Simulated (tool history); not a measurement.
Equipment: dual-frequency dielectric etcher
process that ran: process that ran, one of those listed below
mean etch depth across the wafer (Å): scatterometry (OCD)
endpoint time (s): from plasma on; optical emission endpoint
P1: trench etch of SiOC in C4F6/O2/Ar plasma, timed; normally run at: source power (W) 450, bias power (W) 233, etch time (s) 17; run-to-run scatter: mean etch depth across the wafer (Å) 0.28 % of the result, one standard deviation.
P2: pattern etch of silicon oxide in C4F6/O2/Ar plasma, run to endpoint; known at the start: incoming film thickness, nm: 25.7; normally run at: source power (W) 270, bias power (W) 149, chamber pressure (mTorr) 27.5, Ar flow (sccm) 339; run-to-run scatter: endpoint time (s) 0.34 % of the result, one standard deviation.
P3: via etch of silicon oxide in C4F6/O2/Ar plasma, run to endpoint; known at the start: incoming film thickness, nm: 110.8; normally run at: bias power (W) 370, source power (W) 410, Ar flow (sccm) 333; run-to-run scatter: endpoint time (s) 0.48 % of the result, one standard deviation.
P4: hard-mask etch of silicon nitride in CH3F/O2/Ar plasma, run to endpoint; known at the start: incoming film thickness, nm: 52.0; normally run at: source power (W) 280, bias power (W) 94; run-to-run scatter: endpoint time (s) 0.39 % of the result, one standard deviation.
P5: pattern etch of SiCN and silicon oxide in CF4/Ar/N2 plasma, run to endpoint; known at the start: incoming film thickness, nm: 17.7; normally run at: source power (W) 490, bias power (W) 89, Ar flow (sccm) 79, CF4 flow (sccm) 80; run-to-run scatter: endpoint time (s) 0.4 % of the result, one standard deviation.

run   hour  process that ran  source power (W)  bias power (W)  etch time (s)  Ar flow (sccm)  CF4 flow (sccm)  chamber pressure (mTorr)  hours since the last wet clean  hours since the last source power generator calibration  hours since the last bias power generator calibration  mean etch depth across the wafer (Å)  endpoint time (s)
  1    3.7                P1               450             233             17                                                                                      195.8                                                    609.6                                                 2101.6                                398.52
  2    8.9                P1               450             233             17                                                                                        201                                                    614.8                                                 2106.8                                398.35
  3   12.4                P3               410             462                            333                                                                      204.5                                                    618.3                                                 2110.3                                                    25.48
  4   15.1                P5               490              89                             97               80                                                     207.2                                                      621                                                   2113                                                   17.813
  5   20.4                P1               450             233             17                                                                                      212.5                                                    626.3                                                 2118.3                                396.19
  6   26.1                P5               650              89                             79               80                                                     218.2                                                      632                                                   2124                                                    13.37
  7   31.5                P2               270             149                            339                                       27.5                           223.6                                                    637.4                                                 2129.4                                                    10.13
  8   36.9                P1               450             233             17                                                                                        229                                                    642.8                                                 2134.8                                396.45
  9   42.6                P3               410             370                            333                                                                      234.7                                                    648.5                                                 2140.5                                                    27.38
 10   47.2                P1               450             289             17                                                                                      239.3                                                    653.1                                                 2145.1                                429.08
 11   51.4                P3               500             370                            333                                                                      243.5                                                    657.3                                                 2149.3                                                    25.63
 12   55.9                P2               340             149                            339                                       27.5                             248                                                    661.8                                                 2153.8                                                   9.2776
 13     61                P1               450             233           10.5                                                                                      253.1                                                    666.9                                                 2158.9                                246.83
 14   66.6                P1               600             233             17                                                                                      258.7                                                    672.5                                                 2164.5                                446.53
 15   71.5                P5               490              69                             79               80                                                     263.6                                                    677.4                                                 2169.4                                                   18.668
 16   74.6                P1               450             183             17                                                                                      266.7                                                    680.5                                                 2172.5                                368.87
 17   79.7                P2               270             183                            339                                       27.5                           271.8                                                    685.6                                                 2177.6                                                   9.4652
 18   83.3                P4               350              94                                                                                                     275.4                                                    689.2                                                 2181.2                                                   72.431
 19   86.3                P5               490              89                             79              112                                                     278.4                                                    692.2                                                 2184.2                                                   16.599
 20   90.2                P1               370             233             17                                                                                      282.3                                                    696.1                                                 2188.1                                368.23
 21   95.4                P1               450             233             17                                                                                      287.5                                                    701.3                                                 2193.3                                398.79
 22   99.7                P1               450             233           21.5                                                                                      291.8                                                    705.6                                                 2197.6                                 503.6
 23  105.4                P1               300             176             17                                                                                      297.5                                                    711.3                                                 2203.3                                 311.5
 24  111.2                P2               270             149                            339                                       32.5                           303.3                                                    717.1                                                 2209.1                                                   10.241
 25  114.5                P3               410             370                            464                                                                      306.6                                                    720.4                                                 2212.4                                                   28.365
 26  119.7                P4               280             133                                                                                                     311.8                                                    725.6                                                 2217.6                                                    68.18
 27    124                P1               450             233             17                                                                                      316.1                                                    729.9                                                 2221.9                                398.13
 28  126.8                P1               450             233             17                                                                                      318.9                                                    732.7                                                 2224.7                                399.71
 29  129.6                P5               490              89                             79               80                                                     321.7                                                    735.5                                                 2227.5                                                   17.248
 30  134.4                P2               270             149                            239                                       27.5                           326.5                                                    740.3                                                 2232.3                                                   9.7491
 31  139.2                P4               280              94                                                                                                     331.3                                                    745.1                                                 2237.1                                                   78.363
 32  143.6                P2               270             149                            339                                       27.5                           335.7                                                    749.5                                                 2241.5                                                   10.183
 33  146.2                P4               280              94                                                                                                     338.3                                                    752.1                                                 2244.1                                                    78.58
 34  151.7                P1               450             233             17                                                                                      343.8                                                    757.6                                                 2249.6                                399.12
 35  154.3                P1               450             233             17                                                                                      346.4                                                    760.2                                                 2252.2                                397.68
 36  160.2                P1               450             233             17                                                                                      352.3                                                    766.1                                                 2258.1                                394.78
 37  165.9                P1               450             233             17                                                                                        358                                                    771.8                                                 2263.8                                395.93
 38  170.6                P1               450             233             17                                                                                      362.7                                                    776.5                                                 2268.5                                393.81
 39    176                P1               450             233             17                                                                                      368.1                                                    781.9                                                 2273.9                                 393.7
 40  178.7                P1               450             233             17                                                                                      370.8                                                    784.6                                                 2276.6                                389.47
 41  182.4                P1               450             233             17                                                                                      374.5                                                    788.3                                                 2280.3                                392.86
     184.8  -- wet clean of the chamber
 42  186.5                P1               450             233             17                                                                                        1.8                                                    792.4                                                 2284.4                                391.37
 43  191.3                P1               450             233             17                                                                                        6.6                                                    797.2                                                 2289.2                                 392.4
 44  196.3                P1               450             233             17                                                                                       11.6                                                    802.2                                                 2294.2                                390.42
 45  199.2                P1               450             233             17                                                                                       14.5                                                    805.1                                                 2297.1                                390.43

What P1 gives has crept away from where it was. These 2 causes fit the log equally well, each at the size given:
A: source power that arrives under what is set, % = 4.17
B: bias power that arrives under what is set, % = 4.85
The onset of the drift is placed at about hour 151.7.
Ruled out, with reasons:
chamber walls in a state that lowers the etch rate, %: was serviced at hour 184.8, once the creep was under way, yet the earlier output never came back

Consider the 4 check runs below, whose results appear as question marks and each of which averages 2 wafers. Which one distinguishes the causes, in that each cause would give it a clearly different result?
check 1  202.1                P2               270             149                            339                                       27.5                                                                                                                                                                                                        ?
check 2  202.1                P3               410             370                            333                                                                                                                                                                                                                                                   ?
check 3  202.1                P4               280              94                                                                                                                                                                                                                                                                                  ?
check 4  202.1                P5               490              89                             79               80                                                                                                                                                                                                                                  ?

What every check run would give for each of its results, assuming each possible cause in turn:
  check             result    if A    if B
check 1  endpoint time (s)  10.269  10.257
check 2  endpoint time (s)  28.036  28.084
check 3  endpoint time (s)  79.291  79.496
check 4  endpoint time (s)  17.896  17.521
Per check, the gap between the least separated pair of causes, taken in the result that splits them most: check 1 0.12 %; check 2 0.17 %; check 3 0.26 %; check 4 2.12 %
Of the check runs offered, only check 4 discriminates between the causes; the rest would read about the same regardless of which cause applies.

Then check 4 was run and gave: endpoint time (s) 17.581. Which cause is it?

B is the cause: bias power that arrives under what is set, %.

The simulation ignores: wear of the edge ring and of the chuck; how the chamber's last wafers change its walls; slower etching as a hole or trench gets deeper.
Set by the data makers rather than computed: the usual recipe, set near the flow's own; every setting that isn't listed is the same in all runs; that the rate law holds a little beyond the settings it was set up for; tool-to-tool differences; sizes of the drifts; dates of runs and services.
